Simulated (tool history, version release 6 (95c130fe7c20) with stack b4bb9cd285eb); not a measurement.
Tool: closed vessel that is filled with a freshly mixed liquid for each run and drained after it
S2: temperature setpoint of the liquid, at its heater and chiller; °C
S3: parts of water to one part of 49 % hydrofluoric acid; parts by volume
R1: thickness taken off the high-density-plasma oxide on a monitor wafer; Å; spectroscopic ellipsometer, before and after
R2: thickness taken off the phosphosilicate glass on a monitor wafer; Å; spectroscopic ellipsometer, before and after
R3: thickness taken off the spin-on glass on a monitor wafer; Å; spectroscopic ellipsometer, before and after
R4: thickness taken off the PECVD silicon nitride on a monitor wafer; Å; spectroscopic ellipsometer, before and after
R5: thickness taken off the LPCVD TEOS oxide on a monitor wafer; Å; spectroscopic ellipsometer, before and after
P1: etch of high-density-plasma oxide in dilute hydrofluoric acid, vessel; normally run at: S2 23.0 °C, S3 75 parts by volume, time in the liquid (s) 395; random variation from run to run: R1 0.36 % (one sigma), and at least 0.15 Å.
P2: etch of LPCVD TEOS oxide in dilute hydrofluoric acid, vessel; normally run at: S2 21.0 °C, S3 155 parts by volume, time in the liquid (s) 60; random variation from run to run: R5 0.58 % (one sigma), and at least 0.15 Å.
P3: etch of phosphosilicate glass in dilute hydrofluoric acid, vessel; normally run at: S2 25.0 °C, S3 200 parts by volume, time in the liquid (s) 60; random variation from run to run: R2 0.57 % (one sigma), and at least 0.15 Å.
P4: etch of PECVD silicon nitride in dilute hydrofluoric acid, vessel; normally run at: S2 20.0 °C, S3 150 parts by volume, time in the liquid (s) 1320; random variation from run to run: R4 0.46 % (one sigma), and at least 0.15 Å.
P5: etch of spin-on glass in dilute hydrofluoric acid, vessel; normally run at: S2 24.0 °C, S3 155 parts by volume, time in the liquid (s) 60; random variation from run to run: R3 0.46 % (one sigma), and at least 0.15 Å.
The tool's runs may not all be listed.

run 1 hour=7.5 | process_that_ran=P1 S2=23.0 S3=75 time_in_the_liquid_(s)=395 | R1=386.670
run 2 hour=20.5 | process_that_ran=P3 S2=25.0 S3=200 time_in_the_liquid_(s)=60 | R2=333.65
run 3 hour=30.5 | process_that_ran=P1 S2=29.0 S3=75 time_in_the_liquid_(s)=395 | R1=497.650
run 4 hour=39.6 | process_that_ran=P1 S2=23.0 S3=75 time_in_the_liquid_(s)=90 | R1=88.167
run 5 hour=55.0 | process_that_ran=P1 S2=23.0 S3=75 time_in_the_liquid_(s)=395 | R1=389.850
run 6 hour=66.4 | process_that_ran=P3 S2=25.0 S3=90 time_in_the_liquid_(s)=60 | R2=834.26
run 7 hour=74.1 | process_that_ran=P1 S2=23.0 S3=75 time_in_the_liquid_(s)=395 | R1=388.440
run 8 hour=83.2 | process_that_ran=P1 S2=23.0 S3=75 time_in_the_liquid_(s)=395 | R1=389.510
run 9 hour=98.6 | process_that_ran=P5 S2=24.0 S3=155 time_in_the_liquid_(s)=60 | R3=99.894
run 10 hour=109.7 | process_that_ran=P4 S2=20.0 S3=150 time_in_the_liquid_(s)=1320 | R4=171.780
run 11 hour=119.4 | process_that_ran=P2 S2=21.0 S3=40 time_in_the_liquid_(s)=60 | R5=382.570
run 12 hour=133.7 | process_that_ran=P1 S2=23.0 S3=75 time_in_the_liquid_(s)=395 | R1=389.000
run 13 hour=142.7 | process_that_ran=P5 S2=24.0 S3=155 time_in_the_liquid_(s)=60 | R3=100.490
run 14 hour=156.1 | process_that_ran=P1 S2=17.0 S3=75 time_in_the_liquid_(s)=575 | R1=439.010
run 15 hour=163.0 | process_that_ran=P4 S2=20.0 S3=150 time_in_the_liquid_(s)=90 | R4=11.763
run 16 hour=172.5 | process_that_ran=P4 S2=20.0 S3=25 time_in_the_liquid_(s)=1320 | R4=973.970
run 17 hour=182.2 | process_that_ran=P3 S2=25.0 S3=200 time_in_the_liquid_(s)=60 | R2=330.98
run 18 hour=190.0 | process_that_ran=P1 S2=23.0 S3=45 time_in_the_liquid_(s)=395 | R1=679.060
run 19 hour=203.0 | process_that_ran=P1 S2=17.0 S3=75 time_in_the_liquid_(s)=395 | R1=301.810
run 20 hour=216.0 | process_that_ran=P2 S2=21.0 S3=155 time_in_the_liquid_(s)=115 | R5=165.950
run 21 hour=223.1 | process_that_ran=P3 S2=25.0 S3=200 time_in_the_liquid_(s)=30 | R2=164.58
run 22 hour=234.6 | process_that_ran=P2 S2=21.0 S3=155 time_in_the_liquid_(s)=60 | R5=85.627
run 23 hour=244.4 | process_that_ran=P2 S2=17.0 S3=155 time_in_the_liquid_(s)=60 | R5=73.282
run 24 hour=257.5 | process_that_ran=P1 S2=23.0 S3=110 time_in_the_liquid_(s)=395 | R1=255.350
run 25 hour=267.3 | process_that_ran=P5 S2=24.0 S3=155 time_in_the_liquid_(s)=115 | R3=192.240
run 26 hour=279.5 | process_that_ran=P1 S2=23.0 S3=75 time_in_the_liquid_(s)=660 | R1=650.310
run 27 hour=286.4 | process_that_ran=P5 S2=24.0 S3=70 time_in_the_liquid_(s)=60 | R3=247.010
run 28 hour=298.4 | process_that_ran=P5 S2=31.5 S3=155 time_in_the_liquid_(s)=60 | R3=132.410
run 29 hour=312.9 | process_that_ran=P3 S2=30.5 S3=200 time_in_the_liquid_(s)=60 | R2=402.02
run 30 hour=328.4 | process_that_ran=P4 S2=17.0 S3=150 time_in_the_liquid_(s)=1320 | R4=141.090
run 31 hour=336.5 | process_that_ran=P2 S2=21.0 S3=155 time_in_the_liquid_(s)=60 | R5=85.663
run 32 hour=349.5 | process_that_ran=P1 S2=23.0 S3=75 time_in_the_liquid_(s)=395 | R1=389.480
run 33 hour=364.5 | process_that_ran=P1 S2=23.0 S3=75 time_in_the_liquid_(s)=395 | R1=403.370
run 34 hour=374.9 | process_that_ran=P1 S2=23.0 S3=75 time_in_the_liquid_(s)=395 | R1=410.370
run 35 hour=388.3 | process_that_ran=P1 S2=23.0 S3=75 time_in_the_liquid_(s)=395 | R1=414.510
run 36 hour=399.1 | process_that_ran=P1 S2=23.0 S3=75 time_in_the_liquid_(s)=395 | R1=419.020
run 37 hour=414.6 | process_that_ran=P1 S2=23.0 S3=75 time_in_the_liquid_(s)=395 | R1=423.230
run 38 hour=427.4 | process_that_ran=P1 S2=23.0 S3=75 time_in_the_liquid_(s)=395 | R1=422.890
run 39 hour=440.2 | process_that_ran=P1 S2=23.0 S3=75 time_in_the_liquid_(s)=395 | R1=423.690
run 40 hour=450.7 | process_that_ran=P1 S2=23.0 S3=75 time_in_the_liquid_(s)=395 | R1=424.150
run 41 hour=460.0 | process_that_ran=P1 S2=23.0 S3=75 time_in_the_liquid_(s)=395 | R1=422.630
run 42 hour=472.9 | process_that_ran=P1 S2=23.0 S3=75 time_in_the_liquid_(s)=395 | R1=425.860
run 43 hour=481.8 | process_that_ran=P1 S2=23.0 S3=75 time_in_the_liquid_(s)=395 | R1=425.210

What P1 gives has crept away from where it was. These 2 causes fit the log equally well, each at the size given:
A: hydrofluoric acid flow above the setpoint (%) = 8.61
B: liquid hotter than its thermometer reads (K) = 2.24
The creep began at about hour 349.5.

4 check runs are offered, one wafer each, their results left as question marks. Which one tells the causes apart?
run check 1 hour=490.7 | process_that_ran=P2 S2=17.0 S3=75 time_in_the_liquid_(s)=60 | R5=?
run check 2 hour=490.7 | process_that_ran=P3 S2=30.0 S3=105 time_in_the_liquid_(s)=60 | R2=?
run check 3 hour=490.7 | process_that_ran=P4 S2=20.0 S3=150 time_in_the_liquid_(s)=330 | R4=?
run check 4 hour=490.7 | process_that_ran=P5 S2=31.0 S3=95 time_in_the_liquid_(s)=60 | R3=?

What each check would give under each cause:
check=check_1 result=R5 if_A=180.440 if_B=181.510
check=check_2 result=R2 if_A=935.06 if_B=924.32
check=check_3 result=R4 if_A=46.456 if_B=49.711
check=check_4 result=R3 if_A=253.320 if_B=250.570
How far apart the two closest causes lie, in the result that separates them most: check 1 0.59 %; check 2 1.16 %; check 3 6.77 %; check 4 1.09 %
Only check 3 tells the causes apart: in the others they would give nearly the same result.

Then check 3 was run and gave: R4 46.794 Å. Which cause is it?

It is A: hydrofluoric acid flow above the setpoint (%).
